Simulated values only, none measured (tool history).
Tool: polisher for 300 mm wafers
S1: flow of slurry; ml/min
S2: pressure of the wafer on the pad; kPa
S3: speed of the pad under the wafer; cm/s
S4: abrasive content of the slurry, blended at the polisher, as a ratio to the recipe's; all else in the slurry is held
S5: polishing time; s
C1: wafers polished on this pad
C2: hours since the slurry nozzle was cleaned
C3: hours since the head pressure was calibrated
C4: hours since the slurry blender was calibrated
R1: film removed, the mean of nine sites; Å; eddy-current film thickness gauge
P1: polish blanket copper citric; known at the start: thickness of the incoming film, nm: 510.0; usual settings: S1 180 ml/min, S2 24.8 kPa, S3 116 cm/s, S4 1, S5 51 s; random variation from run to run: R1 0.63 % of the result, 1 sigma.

{"run": 1, "hour": 9.4, "S1": 180, "S2": 24.8, "S3": 116, "S4": 1, "S5": 51, "C1": 384, "C2": 239.6, "C3": 1016, "C4": 121.8, "R1": 1813.1}
{"run": 2, "hour": 21.5, "S1": 180, "S2": 24.8, "S3": 116, "S4": 1, "S5": 51, "C1": 542, "C2": 251.7, "C3": 1028.1, "C4": 133.9, "R1": 1815.4}
{"run": 3, "hour": 29.7, "S1": 180, "S2": 24.8, "S3": 60, "S4": 1, "S5": 51, "C1": 649, "C2": 259.9, "C3": 1036.3, "C4": 142.1, "R1": 961.51}
{"hour": 36.7, "done": "slurry blender recalibrated"}
{"run": 4, "hour": 41.2, "S1": 180, "S2": 24.8, "S3": 116, "S4": 1, "S5": 51, "C1": 799, "C2": 271.4, "C3": 1047.8, "C4": 4.5, "R1": 1819}
{"run": 5, "hour": 47.4, "S1": 255, "S2": 24.8, "S3": 116, "S4": 1, "S5": 30, "C1": 880, "C2": 277.6, "C3": 1054, "C4": 10.7, "R1": 1128.7}
{"run": 6, "hour": 55.3, "S1": 180, "S2": 24.8, "S3": 116, "S4": 1, "S5": 75, "C1": 983, "C2": 285.5, "C3": 1061.9, "C4": 18.6, "R1": 2676.4}
{"run": 7, "hour": 68.1, "S1": 180, "S2": 24.8, "S3": 116, "S4": 1.35, "S5": 51, "C1": 1149, "C2": 298.3, "C3": 1074.7, "C4": 31.4, "R1": 1944.6}
{"run": 8, "hour": 75.1, "S1": 110, "S2": 24.8, "S3": 116, "S4": 1.45, "S5": 51, "C1": 1241, "C2": 305.3, "C3": 1081.7, "C4": 38.4, "R1": 1808.1}
{"run": 9, "hour": 83.2, "S1": 130, "S2": 24.8, "S3": 116, "S4": 1, "S5": 51, "C1": 1346, "C2": 313.4, "C3": 1089.8, "C4": 46.5, "R1": 1713.5}
{"run": 10, "hour": 93.7, "S1": 180, "S2": 24.8, "S3": 116, "S4": 1, "S5": 51, "C1": 1483, "C2": 323.9, "C3": 1100.3, "C4": 57, "R1": 1836.3}
{"run": 11, "hour": 101.9, "S1": 180, "S2": 24.8, "S3": 116, "S4": 0.7, "S5": 51, "C1": 1590, "C2": 332.1, "C3": 1108.5, "C4": 65.2, "R1": 1696.7}
{"run": 12, "hour": 112.8, "S1": 180, "S2": 24.8, "S3": 116, "S4": 1, "S5": 38, "C1": 1732, "C2": 343, "C3": 1119.4, "C4": 76.1, "R1": 1380}
{"run": 13, "hour": 118.5, "S1": 270, "S2": 24.8, "S3": 116, "S4": 1, "S5": 51, "C1": 1806, "C2": 348.7, "C3": 1125.1, "C4": 81.8, "R1": 1910}
{"run": 14, "hour": 127.3, "S1": 180, "S2": 24.8, "S3": 116, "S4": 1, "S5": 51, "C1": 1921, "C2": 357.5, "C3": 1133.9, "C4": 90.6, "R1": 1797.6}
{"run": 15, "hour": 133.8, "S1": 180, "S2": 24.8, "S3": 178, "S4": 1, "S5": 51, "C1": 2005, "C2": 364, "C3": 1140.4, "C4": 97.1, "R1": 2745.1}
{"run": 16, "hour": 145.2, "S1": 180, "S2": 33.1, "S3": 116, "S4": 1, "S5": 51, "C1": 2154, "C2": 375.4, "C3": 1151.8, "C4": 108.5, "R1": 2397}
{"run": 17, "hour": 151.2, "S1": 180, "S2": 24.8, "S3": 116, "S4": 1, "S5": 51, "C1": 2232, "C2": 381.4, "C3": 1157.8, "C4": 114.5, "R1": 1830.7}
{"run": 18, "hour": 157.7, "S1": 180, "S2": 11.7, "S3": 116, "S4": 1, "S5": 51, "C1": 2317, "C2": 387.9, "C3": 1164.3, "C4": 121, "R1": 883.43}
{"run": 19, "hour": 163.6, "S1": 180, "S2": 24.8, "S3": 116, "S4": 1, "S5": 51, "C1": 2394, "C2": 393.8, "C3": 1170.2, "C4": 126.9, "R1": 1819.6}
{"run": 20, "hour": 172.8, "S1": 180, "S2": 24.8, "S3": 116, "S4": 1, "S5": 51, "C1": 2514, "C2": 403, "C3": 1179.4, "C4": 136.1, "R1": 1774.8}

The next listed run, before its measurement:
{"run": 21, "hour": 180.0, "S1": 180, "S2": 24.8, "S3": 116, "S4": 1, "S5": 51, "C1": 2607, "C2": 410.2, "C3": 1186.6, "C4": 143.3, "R1": "?"}

{"run 21": {"R1": 1727.6}}
